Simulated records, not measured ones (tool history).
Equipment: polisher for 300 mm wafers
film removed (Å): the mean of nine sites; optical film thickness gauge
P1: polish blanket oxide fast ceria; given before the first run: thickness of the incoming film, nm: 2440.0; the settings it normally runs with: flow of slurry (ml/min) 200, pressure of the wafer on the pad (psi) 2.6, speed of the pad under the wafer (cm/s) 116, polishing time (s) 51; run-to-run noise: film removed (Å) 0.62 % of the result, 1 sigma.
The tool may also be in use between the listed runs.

run,hour,flow of slurry (ml/min),pressure of the wafer on the pad (psi),speed of the pad under the wafer (cm/s),polishing time (s),wafers polished on this pad,hours since the slurry nozzle was cleaned,hours since the head pressure was calibrated,film removed (Å)
1,4,200,2.6,116,51,576,647.4,834.7,9453.2
2,8.2,200,2.6,52,51,612,651.6,838.9,4231.2
3,12,200,2.6,116,68,644,655.4,842.7,12748
4,16,120,2.6,116,51,679,659.4,846.7,8741.2
5,19.4,305,2.6,78,51,708,662.8,850.1,6660.9
6,22.2,200,2.6,116,51,732,665.6,852.9,9491.9
7,27.5,260,2.6,116,51,778,670.9,858.2,9874
8,31.7,200,4.1,116,51,814,675.1,862.4,15165
9,34.9,200,2.6,178,51,842,678.3,865.6,14346
10,38.2,200,2.6,116,51,870,681.6,868.9,9515.1
11,43.3,200,2.6,116,51,914,686.7,874,9534.3
12,47.9,200,2.6,116,51,954,691.3,878.6,9461.3
13,51.3,200,2.6,116,23,983,694.7,882,4216.9
14,54.5,200,2.6,116,51,1010,697.9,885.2,9372.3
15,59.3,200,1.2,116,51,1052,702.7,890,4369.1
16,64.2,285,2.6,116,31,1094,707.6,894.9,5956.8
17,68.8,200,2.6,116,51,1134,712.2,899.5,9567
18,71.5,200,2.6,116,51,1157,714.9,902.2,9230.9
19,75.3,200,2.6,116,51,1189,718.7,906,9104.1
# hour 79.8: head pressure recalibrated
20,79.9,200,2.6,116,51,1229,723.3,0.2,9134
21,82.9,200,2.6,116,51,1255,726.3,3.2,9063.4
22,87.8,200,2.6,116,51,1297,731.2,8.1,9089.9
23,90.3,200,2.6,116,51,1319,733.7,10.6,9038.2

The output of P1 has drifted from where it used to be. Each of the 2 causes below, taken at the size shown beside it, accounts for the log equally well:
A: slurry flow missing at the pad, % = 28.5
B: removal rate lost through wear of the pad, % = 5.1
Onset of the creep was near hour 68.8.
Other possible causes, and why each is ruled out:
head's pressure below its setpoint, %: maintenance at hour 79.8, after the shift began, did not return the process to its former output

Of the 4 check runs below, each run on 3 wafers with the results averaged and each result still a question mark, which one would tell the listed causes apart?
check 1,92.8,200,1.2,158,51,,,,?
check 2,92.8,200,3.6,64,51,,,,?
check 3,92.8,200,1.4,116,23,,,,?
check 4,92.8,130,3.8,116,51,,,,?

Outcome of each check run for each possible cause:
check,result,if A,if B
check 1,film removed (Å),5659.7,5659.7
check 2,film removed (Å),6877.6,6877.6
check 3,film removed (Å),2186.2,2186.2
check 4,film removed (Å),11958,12263
How far apart the two closest causes lie, in the result that separates them most: check 1 0 %; check 2 0 %; check 3 0 %; check 4 2.52 %
Check 4 is the one run that separates the causes; every other check would come out nearly the same whichever cause is at work.

Check 4 has now been run. It gave: film removed (Å) 11923. Which of the candidate causes is it?

It was cause A: slurry flow missing at the pad, %.
